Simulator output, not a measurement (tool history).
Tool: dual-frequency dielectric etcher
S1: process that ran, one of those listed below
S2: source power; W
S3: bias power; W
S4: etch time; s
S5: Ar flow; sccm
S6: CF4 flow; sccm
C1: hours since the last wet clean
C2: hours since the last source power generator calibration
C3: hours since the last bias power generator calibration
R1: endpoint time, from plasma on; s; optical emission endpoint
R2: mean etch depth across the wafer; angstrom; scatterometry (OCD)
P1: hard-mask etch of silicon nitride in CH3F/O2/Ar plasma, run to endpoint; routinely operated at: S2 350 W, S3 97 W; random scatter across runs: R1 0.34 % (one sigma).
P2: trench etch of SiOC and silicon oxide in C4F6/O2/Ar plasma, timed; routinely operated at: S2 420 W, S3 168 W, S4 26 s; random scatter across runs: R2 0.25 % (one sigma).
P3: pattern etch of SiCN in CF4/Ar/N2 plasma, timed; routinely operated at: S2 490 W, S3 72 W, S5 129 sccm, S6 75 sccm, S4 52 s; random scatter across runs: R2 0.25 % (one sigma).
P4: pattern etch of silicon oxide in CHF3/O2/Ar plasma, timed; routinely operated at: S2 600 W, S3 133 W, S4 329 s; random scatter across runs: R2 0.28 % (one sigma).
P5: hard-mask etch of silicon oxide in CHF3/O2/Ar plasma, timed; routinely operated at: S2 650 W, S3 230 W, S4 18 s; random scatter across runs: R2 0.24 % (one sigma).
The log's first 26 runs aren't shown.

Run 27, hour 192.4: S1 P3, S2 490 W, S3 46 W, S4 52 s, S5 129 sccm, S6 75 sccm; C1 402.2; C2 140.6; C3 1711.5. Result: R2 384.66 angstrom.
Run 28, hour 197.7: S1 P2, S2 420 W, S3 168 W, S4 26 s; C1 407.5; C2 145.9; C3 1716.8. Result: R2 499.12 angstrom.
Run 29, hour 203.9: S1 P1, S2 350 W, S3 97 W; C1 413.7; C2 152.1; C3 1723. Result: R1 67.552 s.
Run 30, hour 210.5: S1 P1, S2 350 W, S3 97 W; C1 420.3; C2 158.7; C3 1729.6. Result: R1 67.219 s.
Run 31, hour 217.9: S1 P1, S2 350 W, S3 97 W; C1 427.7; C2 166.1; C3 1737. Result: R1 66.827 s.
Run 32, hour 222.4: S1 P1, S2 350 W, S3 97 W; C1 432.2; C2 170.6; C3 1741.5. Result: R1 66.342 s.
At hour 227: wet clean of the chamber.
Run 33, hour 227.6: S1 P1, S2 350 W, S3 97 W; C1 0.7; C2 175.8; C3 1746.7. Result: R1 66.181 s.
Run 34, hour 237.1: S1 P1, S2 350 W, S3 97 W; C1 10.2; C2 185.3; C3 1756.2. Result: R1 66.196 s.

Run 35 comes next. What will it give?
Run 35, hour 246.5: S1 P1, S2 350 W, S3 97 W; C1 19.6; C2 194.7; C3 1765.6. Result: R1 ?.

For run 35 the tool returned R1 66.384 s.
